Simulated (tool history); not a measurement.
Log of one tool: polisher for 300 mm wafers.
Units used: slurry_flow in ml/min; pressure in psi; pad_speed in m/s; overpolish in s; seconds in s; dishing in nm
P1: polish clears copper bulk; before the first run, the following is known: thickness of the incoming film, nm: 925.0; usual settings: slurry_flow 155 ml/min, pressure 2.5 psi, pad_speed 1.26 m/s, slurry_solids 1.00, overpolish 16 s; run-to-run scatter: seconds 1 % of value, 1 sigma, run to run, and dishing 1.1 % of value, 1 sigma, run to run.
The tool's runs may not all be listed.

run	hour	slurry_flow	pressure	pad_speed	slurry_solids	overpolish	seconds	dishing
1	11.5	155	2.5	1.26	1.00	16	76.741	77.775
2	18.8	155	2.5	0.62	1.00	16	157.050	52.281
3	29.6	155	2.5	1.26	1.00	16	77.951	77.653
4	36.3	155	2.5	1.26	1.00	16	77.770	77.040
# hour 40.0: slurry nozzle cleaned
5	45.3	155	1.1	1.26	1.00	16	176.590	42.165
6	50.5	155	2.5	1.26	1.00	16	76.747	76.850
7	60.6	155	2.5	1.26	0.65	16	83.662	72.976
8	68.8	155	3.8	1.26	1.00	16	50.602	98.806
9	73.8	95	2.5	1.26	1.00	16	85.032	73.223
10	82.0	155	1.9	1.26	1.00	25	101.860	75.922
11	87.3	155	2.5	1.92	1.00	16	50.029	87.668
12	95.9	155	1.9	1.26	0.70	16	108.610	62.182
13	106.4	155	2.5	1.26	1.00	8	77.560	53.119
14	117.4	210	2.5	1.26	1.00	16	74.264	77.975
15	127.4	155	2.5	1.26	1.00	16	77.228	75.483
16	135.8	155	2.5	1.26	1.45	16	71.876	81.377

The next listed run, before its measurement:
17	144.2	155	2.5	1.26	1.00	32	?	?

seconds: 77.176 s
dishing: 92.634 nm
